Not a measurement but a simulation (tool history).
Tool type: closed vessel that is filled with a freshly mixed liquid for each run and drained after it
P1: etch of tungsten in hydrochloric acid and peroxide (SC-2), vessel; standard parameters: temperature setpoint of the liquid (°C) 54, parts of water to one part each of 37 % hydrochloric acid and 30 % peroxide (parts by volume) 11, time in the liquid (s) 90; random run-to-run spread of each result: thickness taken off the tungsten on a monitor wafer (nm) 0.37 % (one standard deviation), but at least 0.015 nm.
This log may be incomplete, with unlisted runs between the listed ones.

run,hour,temperature setpoint of the liquid (°C),parts of water to one part each of 37 % hydrochloric acid and 30 % peroxide (parts by volume),time in the liquid (s),hours since the thermometer was replaced,hours since the chemicals flow meter was replaced,hours since the drum of peroxide was connected,thickness taken off the tungsten on a monitor wafer (nm)
1,18.3,54,11,90,193.7,277.8,129.5,25.199
2,31.3,70,11,90,206.7,290.8,142.5,68.643
3,40.5,54,11,35,215.9,300,151.7,9.9769
4,51.8,54,4,90,227.2,311.3,163,55.271
5,61.7,54,11,90,237.1,321.2,172.9,25.37
6,71.6,54,11,175,247,331.1,182.8,49.637
7,88.6,54,11,90,264,348.1,199.8,25.589
8,105.1,37.5,11,90,280.5,364.6,216.3,8.2693
9,118.3,44.5,11,50,293.7,377.8,229.5,7.5287
10,131.1,54,17,90,306.5,390.6,242.3,17.446
11,144.8,61.5,11,145,320.2,404.3,256,66.262
12,155.5,54,11,90,330.9,415,266.7,25.484
13,172.6,54,11,90,348,432.1,283.8,25.515
14,182.7,54,11,90,358.1,442.2,293.9,24.751
15,200.3,54,11,90,375.7,459.8,311.5,24.384
16,209,54,11,90,384.4,468.5,320.2,24.198
17,221.5,54,11,90,396.9,481,332.7,23.944
18,232.9,54,11,90,408.3,492.4,344.1,23.791
19,241.3,54,11,90,416.7,500.8,352.5,23.807
# hour 245.5: new drum of peroxide connected
20,254.3,54,11,90,429.7,513.8,8.9,23.637
21,271.9,54,11,90,447.3,531.4,26.5,23.302
22,287.1,54,11,90,462.5,546.6,41.7,23.313
23,302.9,54,11,90,478.3,562.4,57.5,23.398
24,311.6,54,11,90,487,571.1,66.2,23.344

P1 no longer gives what it gave before; its output has crept away from where it was. The following 2 causes, each at its listed size, fit the log equally well:
A: liquid colder than its thermometer reads (K) = 1.28
B: chemicals flow below the setpoint (%) = 9.3
The gradual shift began around hour 172.6.
Other possible causes, and why each is ruled out:
peroxide weaker than its label (%): work on it at hour 245.5, done after the drift set in, did not restore what the process gave before

Below are 4 check runs, each averaged over 2 wafers, with their results shown as question marks. Which of them would give clearly different results depending on which cause is behind the drift?
check 1,320.3,39.5,17,90,,,,?
check 2,320.3,62,11,90,,,,?
check 3,320.3,60,11,90,,,,?
check 4,320.3,47.5,4,90,,,,?

What each check would give under each cause:
check,result,if A,if B
check 1,thickness taken off the tungsten on a monitor wafer (nm),5.918,5.9404
check 2,thickness taken off the tungsten on a monitor wafer (nm),39.036,38.897
check 3,thickness taken off the tungsten on a monitor wafer (nm),34.425,34.336
check 4,thickness taken off the tungsten on a monitor wafer (nm),32.813,33.507
Gap, in per cent, between the two causes that each check separates least, read from the result that separates them most: check 1 0.38 %; check 2 0.36 %; check 3 0.26 %; check 4 2.09 %
Check 4 tells the causes apart: in the others they would give nearly the same result.

Check 4 was carried out, with these results: thickness taken off the tungsten on a monitor wafer (nm) 33.53. Which of the listed causes is responsible?

It is B: chemicals flow below the setpoint (%).

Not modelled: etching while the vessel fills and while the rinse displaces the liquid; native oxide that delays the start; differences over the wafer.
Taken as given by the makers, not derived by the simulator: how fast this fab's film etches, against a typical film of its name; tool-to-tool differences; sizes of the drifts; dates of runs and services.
